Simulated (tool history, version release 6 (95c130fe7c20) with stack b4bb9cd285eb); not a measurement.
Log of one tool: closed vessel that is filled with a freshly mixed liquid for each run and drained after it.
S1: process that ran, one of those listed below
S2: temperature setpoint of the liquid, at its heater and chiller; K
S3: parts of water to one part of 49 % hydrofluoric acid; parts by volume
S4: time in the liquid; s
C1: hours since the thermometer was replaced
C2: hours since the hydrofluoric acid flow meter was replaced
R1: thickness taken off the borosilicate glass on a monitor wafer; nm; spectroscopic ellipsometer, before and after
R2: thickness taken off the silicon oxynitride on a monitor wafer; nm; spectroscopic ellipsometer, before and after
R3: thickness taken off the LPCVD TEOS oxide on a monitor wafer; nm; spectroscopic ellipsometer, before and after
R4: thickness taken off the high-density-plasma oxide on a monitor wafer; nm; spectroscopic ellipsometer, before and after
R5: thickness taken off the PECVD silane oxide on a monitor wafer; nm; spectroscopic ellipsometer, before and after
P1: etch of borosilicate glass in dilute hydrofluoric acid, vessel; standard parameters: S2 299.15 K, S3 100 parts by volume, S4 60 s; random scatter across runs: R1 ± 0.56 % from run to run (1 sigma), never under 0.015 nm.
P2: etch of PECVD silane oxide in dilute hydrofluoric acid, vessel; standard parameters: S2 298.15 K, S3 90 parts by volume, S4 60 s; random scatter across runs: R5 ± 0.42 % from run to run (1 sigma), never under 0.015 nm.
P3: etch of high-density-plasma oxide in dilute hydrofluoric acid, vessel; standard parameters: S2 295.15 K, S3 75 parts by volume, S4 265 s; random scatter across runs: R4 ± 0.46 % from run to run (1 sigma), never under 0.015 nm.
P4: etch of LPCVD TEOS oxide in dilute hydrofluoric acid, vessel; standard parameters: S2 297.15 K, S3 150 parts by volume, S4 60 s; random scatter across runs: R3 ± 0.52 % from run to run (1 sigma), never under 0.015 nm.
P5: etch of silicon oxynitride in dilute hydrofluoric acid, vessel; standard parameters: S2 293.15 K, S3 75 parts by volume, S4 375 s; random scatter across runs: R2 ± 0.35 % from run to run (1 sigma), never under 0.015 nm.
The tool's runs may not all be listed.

run   hour  S1      S2   S3   S4      C1     C2      R1      R2      R3      R4      R5
  1    8.1  P1  299.15  100   60   653.7    440  24.216
  2   20.5  P1  299.15  100   60   666.1  452.4  24.114
  3   26.9  P1  299.15  100   60   672.5  458.8  24.195
  4   41.3  P5  293.15  125  375   686.9  473.2          11.382
  5   51.1  P1  299.15   50   60   696.7    483  50.906
  6   62.6  P1  299.15  100   60   708.2  494.5  24.156
  7   70.6  P4  304.15  150   60   716.2  502.5                  20.048
  8     79  P1  291.15  100   60   724.6  510.9  17.407
  9     92  P5  293.15   75  660   737.6  523.9          34.477
 10  100.6  P4  297.15  150   60   746.2  532.5                  15.641
 11  109.8  P1  299.15  180   60   755.4  541.7  12.142
 12  117.7  P3  290.15   75  265   763.3  549.6                          17.111
 13  124.3  P4  297.15  225   60   769.9  556.2                  9.5841
 14  137.4  P5  290.15   75  375     783  569.3          16.853
 15  151.7  P1  303.65  100   85   797.3  583.6  40.247
 16  162.9  P1  299.15  100   60   808.5  594.8  24.277
 17    175  P5  293.15   75  375   820.6  606.9          19.564
 18  189.4  P1  299.15  100   30     835  621.3  12.056
 19  199.7  P1  299.15  100   60   845.3  631.6  24.402
 20  213.5  P2  292.65   90   60   859.1  645.4                                  16.332
 21  224.3  P3  295.15   75  490   869.9  656.2                          38.827
 22  230.8  P1  299.15  140   30   876.4  662.7  8.1443
 23  244.7  P3  295.15  135  265   890.3  676.6                          10.918
 24  251.9  P3  295.15   75  265   897.5  683.8                          20.992
 25  258.9  P2  298.15   90   30   904.5  690.8                                  10.063
 26  270.9  P1  306.65  100   60   916.5  702.8  32.407
 27  278.6  P2  298.15  160   60   924.2  710.5                                  10.383
 28  289.4  P2  298.15   90   60     935  721.3                                  20.181
 29    299  P4  297.15  150   95   944.6  730.9                  24.605
 30  305.5  P1  299.15  100   95   951.1  737.4  37.962
 31    312  P1  299.15  100   60   957.6  743.9  24.392
 32  320.3  P1  299.15  100   60   965.9  752.2   23.93
 33  326.8  P1  299.15  100   60   972.4  758.7  24.975
 34  334.5  P1  299.15  100   60   980.1  766.4  25.386
 35  344.7  P1  299.15  100   60   990.3  776.6  25.931
 36  353.3  P1  299.15  100   60   998.9  785.2  26.416
 37  365.4  P1  299.15  100   60    1011  797.3  26.154
 38  373.9  P1  299.15  100   60  1019.5  805.8  26.192

P1 no longer gives what it gave before; its output has crept away from where it was. The following 2 causes, each at its listed size, fit the log equally well:
A: liquid hotter than its thermometer reads (K) = 2.3
B: hydrofluoric acid flow above the setpoint (%) = 8.17
Onset of the creep was near hour 320.3.

Question marks stand in for the results of the 4 check runs listed below, each run on one wafer. Under which run would the listed causes show clearly different results?
check 1  382.4  P3  295.15   75  265                       ?
check 2  382.4  P4  297.15  150   60                   ?
check 3  382.4  P2  298.15   90   60                           ?
check 4  382.4  P5  293.15   75  375               ?

Outcome of each check run for each possible cause:
  check  result    if A    if B
check 1      R4  23.046   22.86
check 2      R3  17.016  17.096
check 3      R5  22.155  22.094
check 4      R2  21.907   21.25
Minimum pairwise separation of causes per check, each pair taken at its best-separating result: check 1 0.81 %; check 2 0.47 %; check 3 0.28 %; check 4 3.04 %
Only in check 4 would the causes give clearly different results; in the remaining checks their results would be nearly the same.

After running check 4, the following was obtained: R2 21.876 nm. Which cause does this point to?

A is the cause: liquid hotter than its thermometer reads (K).
